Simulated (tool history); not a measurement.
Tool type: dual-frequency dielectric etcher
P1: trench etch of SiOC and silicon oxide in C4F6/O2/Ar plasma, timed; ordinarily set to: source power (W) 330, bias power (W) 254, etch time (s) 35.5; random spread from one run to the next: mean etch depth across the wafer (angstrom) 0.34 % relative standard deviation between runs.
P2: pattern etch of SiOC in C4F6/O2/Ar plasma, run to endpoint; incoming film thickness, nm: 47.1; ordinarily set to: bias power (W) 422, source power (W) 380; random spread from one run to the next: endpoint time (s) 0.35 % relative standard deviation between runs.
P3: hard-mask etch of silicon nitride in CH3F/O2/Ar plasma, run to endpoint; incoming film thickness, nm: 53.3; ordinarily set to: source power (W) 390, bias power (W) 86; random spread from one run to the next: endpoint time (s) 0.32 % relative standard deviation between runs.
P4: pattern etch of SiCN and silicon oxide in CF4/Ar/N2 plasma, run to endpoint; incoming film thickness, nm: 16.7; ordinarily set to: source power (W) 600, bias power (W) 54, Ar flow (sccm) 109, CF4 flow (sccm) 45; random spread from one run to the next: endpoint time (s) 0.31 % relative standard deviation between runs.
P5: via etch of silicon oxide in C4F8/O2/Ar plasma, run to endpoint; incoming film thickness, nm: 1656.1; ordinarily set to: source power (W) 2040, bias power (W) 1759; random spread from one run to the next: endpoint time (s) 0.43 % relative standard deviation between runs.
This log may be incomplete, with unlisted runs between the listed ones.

run   hour  process that ran  source power (W)  bias power (W)  etch time (s)  Ar flow (sccm)  CF4 flow (sccm)  hours since the last wet clean  hours since the last source power generator calibration  hours since the last bias power generator calibration  mean etch depth across the wafer (angstrom)  endpoint time (s)
  1      9                P1               330             254           35.5                                                            290.9                                                   1941.3                                                  334.8                                        750.1
  2   15.5                P1               330             254           35.5                                                            297.4                                                   1947.8                                                  341.3                                       746.29
  3   25.3                P1               330             254           35.5                                                            307.2                                                   1957.6                                                  351.1                                        750.4
  4   34.2                P1               420             254           35.5                                                            316.1                                                   1966.5                                                    360                                        821.4
  5   39.9                P1               330             147           35.5                                                            321.8                                                   1972.2                                                  365.7                                       627.24
  6   47.5                P2               380             551                                                                           329.4                                                   1979.8                                                  373.3                                                          15.558
  7   53.1                P3               290              86                                                                             335                                                   1985.4                                                  378.9                                                          82.198
  8   60.5                P4               600              54                            109               45                           342.4                                                   1992.8                                                  386.3                                                          18.256
  9   65.6                P4               600              54                            109               62                           347.5                                                   1997.9                                                  391.4                                                          17.155
 10   74.1                P5              2040            1067                                                                             356                                                   2006.4                                                  399.9                                                          386.62
 11   83.5                P1               330             310           35.5                                                            365.4                                                   2015.8                                                  409.3                                        804.6
 12   93.2                P1               230             254           35.5                                                            375.1                                                   2025.5                                                    419                                       657.96
 13   99.8                P2               380             422                                                                           381.7                                                   2032.1                                                  425.6                                                          17.165
 14  108.5                P1               330             193             21                                                            390.4                                                   2040.8                                                  434.3                                       405.09
 15  116.5                P1               330             254           35.5                                                            398.4                                                   2048.8                                                  442.3                                       751.33
 16  123.5                P3               390              51                                                                           405.4                                                   2055.8                                                  449.3                                                          87.726
 17  133.9                P3               390              86                                                                           415.8                                                   2066.2                                                  459.7                                                          73.162
 18  141.1                P2               470             422                                                                             423                                                   2073.4                                                  466.9                                                          15.904
 19  146.3                P1               330             315           52.5                                                            428.2                                                   2078.6                                                  472.1                                       1200.4
 20  152.6                P1               330             254             51                                                            434.5                                                   2084.9                                                  478.4                                       1076.7
 21  159.1                P1               330             254           24.5                                                              441                                                   2091.4                                                  484.9                                       516.93
 22  164.4                P4               430              54                            109               45                           446.3                                                   2096.7                                                  490.2                                                          24.361
 23  172.4                P2               380             422                                                                           454.3                                                   2104.7                                                  498.2                                                          17.308
 24  179.2                P4               600              54                             84               45                           461.1                                                   2111.5                                                    505                                                          17.231
 25    185                P5              1350            1759                                                                           466.9                                                   2117.3                                                  510.8                                                          399.21

For run 26, what comes out?
 26  194.9                P5              2040            1759                                                                           476.8                                                   2127.2                                                  520.7                                                               ?

Run 26 gave endpoint time (s) 337.51.
